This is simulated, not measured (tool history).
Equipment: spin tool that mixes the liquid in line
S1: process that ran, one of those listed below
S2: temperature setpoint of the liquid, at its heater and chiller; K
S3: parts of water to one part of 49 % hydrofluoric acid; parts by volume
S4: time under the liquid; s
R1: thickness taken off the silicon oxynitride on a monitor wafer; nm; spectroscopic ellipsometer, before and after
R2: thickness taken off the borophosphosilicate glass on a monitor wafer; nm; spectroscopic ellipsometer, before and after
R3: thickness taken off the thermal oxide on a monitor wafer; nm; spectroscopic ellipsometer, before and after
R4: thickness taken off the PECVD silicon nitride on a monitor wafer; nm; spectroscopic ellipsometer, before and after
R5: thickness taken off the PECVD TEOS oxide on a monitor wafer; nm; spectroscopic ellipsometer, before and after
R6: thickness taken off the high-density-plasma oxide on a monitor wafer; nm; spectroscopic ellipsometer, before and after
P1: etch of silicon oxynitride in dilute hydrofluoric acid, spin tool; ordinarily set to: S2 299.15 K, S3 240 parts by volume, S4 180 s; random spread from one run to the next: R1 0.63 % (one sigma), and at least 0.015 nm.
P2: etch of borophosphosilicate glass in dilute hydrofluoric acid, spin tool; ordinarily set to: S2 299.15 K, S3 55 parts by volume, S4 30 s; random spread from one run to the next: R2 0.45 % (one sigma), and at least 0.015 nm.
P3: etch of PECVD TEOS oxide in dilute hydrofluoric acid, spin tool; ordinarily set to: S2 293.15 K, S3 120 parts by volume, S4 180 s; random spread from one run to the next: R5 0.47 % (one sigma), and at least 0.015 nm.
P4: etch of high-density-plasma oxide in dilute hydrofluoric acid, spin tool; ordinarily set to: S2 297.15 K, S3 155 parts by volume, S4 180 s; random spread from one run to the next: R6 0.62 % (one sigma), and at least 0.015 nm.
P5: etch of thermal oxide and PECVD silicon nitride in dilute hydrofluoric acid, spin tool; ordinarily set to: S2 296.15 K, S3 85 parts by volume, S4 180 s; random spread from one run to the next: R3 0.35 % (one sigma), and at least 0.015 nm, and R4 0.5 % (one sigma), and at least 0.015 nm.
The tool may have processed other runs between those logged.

Run 1, hour 2.4: S1 P1, S2 299.15 K, S3 240 parts by volume, S4 180 s. Result: R1 3.4964 nm.
Run 2, hour 5.5: S1 P2, S2 299.15 K, S3 55 parts by volume, S4 15 s. Result: R2 24.867 nm.
Run 3, hour 9.1: S1 P1, S2 299.15 K, S3 240 parts by volume, S4 180 s. Result: R1 3.5640 nm.
Run 4, hour 12.3: S1 P5, S2 296.15 K, S3 85 parts by volume, S4 290 s. Result: R3 16.747 nm, R4 18.450 nm.
Run 5, hour 16.4: S1 P1, S2 299.15 K, S3 240 parts by volume, S4 180 s. Result: R1 3.5073 nm.
Run 6, hour 19.5: S1 P5, S2 296.15 K, S3 85 parts by volume, S4 180 s. Result: R3 10.421 nm, R4 11.453 nm.
Run 7, hour 23.2: S1 P1, S2 304.15 K, S3 240 parts by volume, S4 75 s. Result: R1 1.7974 nm.
Run 8, hour 27.0: S1 P5, S2 296.15 K, S3 85 parts by volume, S4 180 s. Result: R3 10.407 nm, R4 11.449 nm.
Run 9, hour 29.0: S1 P1, S2 299.15 K, S3 240 parts by volume, S4 260 s. Result: R1 5.1185 nm.
Run 10, hour 31.1: S1 P5, S2 296.15 K, S3 25 parts by volume, S4 180 s. Result: R3 38.107 nm, R4 37.627 nm.
Run 11, hour 35.1: S1 P1, S2 294.15 K, S3 240 parts by volume, S4 180 s. Result: R1 2.8102 nm.
Run 12, hour 38.4: S1 P5, S2 302.65 K, S3 85 parts by volume, S4 180 s. Result: R3 13.410 nm, R4 17.390 nm.
Run 13, hour 41.1: S1 P3, S2 293.15 K, S3 120 parts by volume, S4 180 s. Result: R5 23.3740 nm.
Run 14, hour 44.3: S1 P1, S2 299.15 K, S3 90 parts by volume, S4 180 s. Result: R1 10.5850 nm.
Run 15, hour 48.0: S1 P2, S2 306.65 K, S3 55 parts by volume, S4 30 s. Result: R2 67.075 nm.
Run 16, hour 50.1: S1 P1, S2 299.15 K, S3 240 parts by volume, S4 180 s. Result: R1 3.4999 nm.
Run 17, hour 54.1: S1 P4, S2 297.15 K, S3 155 parts by volume, S4 50 s. Result: R6 1.5582 nm.
Run 18, hour 56.6: S1 P3, S2 293.15 K, S3 120 parts by volume, S4 15 s. Result: R5 1.9352 nm.
Run 19, hour 60.4: S1 P4, S2 297.15 K, S3 45 parts by volume, S4 180 s. Result: R6 21.7920 nm.
Run 20, hour 64.6: S1 P4, S2 297.15 K, S3 155 parts by volume, S4 180 s. Result: R6 5.5246 nm.
Run 21, hour 69.0: S1 P4, S2 297.15 K, S3 155 parts by volume, S4 180 s. Result: R6 5.5960 nm.
Run 22, hour 72.4: S1 P2, S2 299.15 K, S3 55 parts by volume, S4 30 s. Result: R2 50.136 nm.
Run 23, hour 75.7: S1 P1, S2 299.15 K, S3 415 parts by volume, S4 180 s. Result: R1 1.7992 nm.
Run 24, hour 79.0: S1 P4, S2 290.65 K, S3 155 parts by volume, S4 180 s. Result: R6 4.3420 nm.
Run 25, hour 81.7: S1 P1, S2 307.15 K, S3 240 parts by volume, S4 180 s. Result: R1 4.8237 nm.
Run 26, hour 86.1: S1 P1, S2 299.15 K, S3 240 parts by volume, S4 30 s. Result: R1 0.5813 nm.
Run 27, hour 90.7: S1 P1, S2 299.15 K, S3 240 parts by volume, S4 180 s. Result: R1 3.5080 nm.
Run 28, hour 93.9: S1 P3, S2 293.15 K, S3 120 parts by volume, S4 180 s. Result: R5 23.4030 nm.

Run 29 is up next; what results do you expect?
Run 29, hour 96.1: S1 P3, S2 293.15 K, S3 40 parts by volume, S4 180 s. Result: R5 ?.

{"run 29": {"R5": 77.042}}

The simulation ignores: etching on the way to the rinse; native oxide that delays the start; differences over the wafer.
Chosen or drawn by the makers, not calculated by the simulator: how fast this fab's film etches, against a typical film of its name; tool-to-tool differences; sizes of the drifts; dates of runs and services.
